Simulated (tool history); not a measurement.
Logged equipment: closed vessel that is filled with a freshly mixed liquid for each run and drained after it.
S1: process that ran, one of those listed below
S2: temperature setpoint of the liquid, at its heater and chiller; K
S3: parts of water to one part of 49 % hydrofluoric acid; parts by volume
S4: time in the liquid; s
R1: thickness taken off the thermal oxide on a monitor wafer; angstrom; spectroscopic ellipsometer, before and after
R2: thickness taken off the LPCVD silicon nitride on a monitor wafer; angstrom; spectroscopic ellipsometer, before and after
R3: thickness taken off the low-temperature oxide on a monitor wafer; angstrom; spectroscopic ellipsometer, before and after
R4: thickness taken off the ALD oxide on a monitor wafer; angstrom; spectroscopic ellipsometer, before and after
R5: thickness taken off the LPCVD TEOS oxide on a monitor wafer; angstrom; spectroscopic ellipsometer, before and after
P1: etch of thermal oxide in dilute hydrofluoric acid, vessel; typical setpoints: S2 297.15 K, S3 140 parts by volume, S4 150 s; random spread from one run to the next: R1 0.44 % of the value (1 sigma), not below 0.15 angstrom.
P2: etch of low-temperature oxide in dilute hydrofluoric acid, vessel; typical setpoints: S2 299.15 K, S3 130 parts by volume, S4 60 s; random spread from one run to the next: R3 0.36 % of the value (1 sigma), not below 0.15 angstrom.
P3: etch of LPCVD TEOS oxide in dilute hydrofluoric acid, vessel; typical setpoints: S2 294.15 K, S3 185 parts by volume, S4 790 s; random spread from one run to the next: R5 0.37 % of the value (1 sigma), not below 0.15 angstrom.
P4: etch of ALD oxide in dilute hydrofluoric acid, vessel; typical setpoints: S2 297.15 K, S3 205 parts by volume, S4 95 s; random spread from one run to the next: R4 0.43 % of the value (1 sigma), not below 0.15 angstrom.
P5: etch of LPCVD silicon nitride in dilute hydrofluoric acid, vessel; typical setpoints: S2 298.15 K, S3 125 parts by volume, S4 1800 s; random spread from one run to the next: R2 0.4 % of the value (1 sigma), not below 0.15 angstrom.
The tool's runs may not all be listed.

run,day,S1,S2,S3,S4,R1,R2,R3,R4,R5
1,0.15,P1,297.15,140,150,48.98,,,,
2,0.258,P5,298.15,70,1800,,131.16,,,
3,0.354,P2,299.15,230,60,,,87.91,,
4,0.479,P2,305.15,130,60,,,221.26,,
5,0.6,P1,297.15,35,150,224.64,,,,
6,0.688,P4,297.15,205,95,,,,51.786,
7,0.821,P2,299.15,130,60,,,175.84,,
8,0.996,P3,294.15,45,790,,,,,2750.5
9,1.142,P5,304.15,125,1800,,107.09,,,
10,1.246,P4,297.15,300,95,,,,32.29,
11,1.404,P1,290.15,140,150,37.079,,,,
12,1.575,P5,298.15,125,285,,11.611,,,
13,1.758,P4,297.15,205,180,,,,98.711,
14,1.9,P1,297.15,140,150,49.157,,,,
15,2.046,P4,291.65,205,95,,,,41.961,
16,2.133,P3,294.15,185,790,,,,,574.86
17,2.288,P1,297.15,140,245,79.758,,,,
18,2.404,P3,294.15,185,1395,,,,,1008.9
19,2.554,P1,297.15,140,75,24.385,,,,
20,2.721,P1,301.15,140,150,56.66,,,,
21,2.912,P5,298.15,125,1800,,73.848,,,
22,3.096,P2,299.15,130,30,,,88.035,,
23,3.292,P1,297.15,250,150,24.263,,,,
24,3.446,P3,290.15,185,790,,,,,490.82
25,3.6,P1,297.15,140,150,48.419,,,,
26,3.771,P4,297.15,205,95,,,,51.632,
27,3.892,P1,297.15,210,230,46.412,,,,
28,3.975,P2,299.15,130,60,,,176.11,,
29,4.071,P1,297.15,140,150,48.466,,,,
30,4.208,P1,297.15,140,150,48.795,,,,
31,4.333,P1,297.15,140,150,48.343,,,,
32,4.467,P1,297.15,140,150,49.814,,,,
33,4.55,P1,297.15,140,150,49.888,,,,
34,4.658,P1,297.15,140,150,50.273,,,,
35,4.771,P1,297.15,140,150,50.505,,,,
36,4.879,P1,297.15,140,150,50.902,,,,
37,4.996,P1,297.15,140,150,51.083,,,,
38,5.104,P1,297.15,140,150,51.308,,,,

Estimate the outcome of run 39 from the log above:
39,5.267,P1,297.15,140,150,?,,,,

{"run 39": {"R1": 51.553}}

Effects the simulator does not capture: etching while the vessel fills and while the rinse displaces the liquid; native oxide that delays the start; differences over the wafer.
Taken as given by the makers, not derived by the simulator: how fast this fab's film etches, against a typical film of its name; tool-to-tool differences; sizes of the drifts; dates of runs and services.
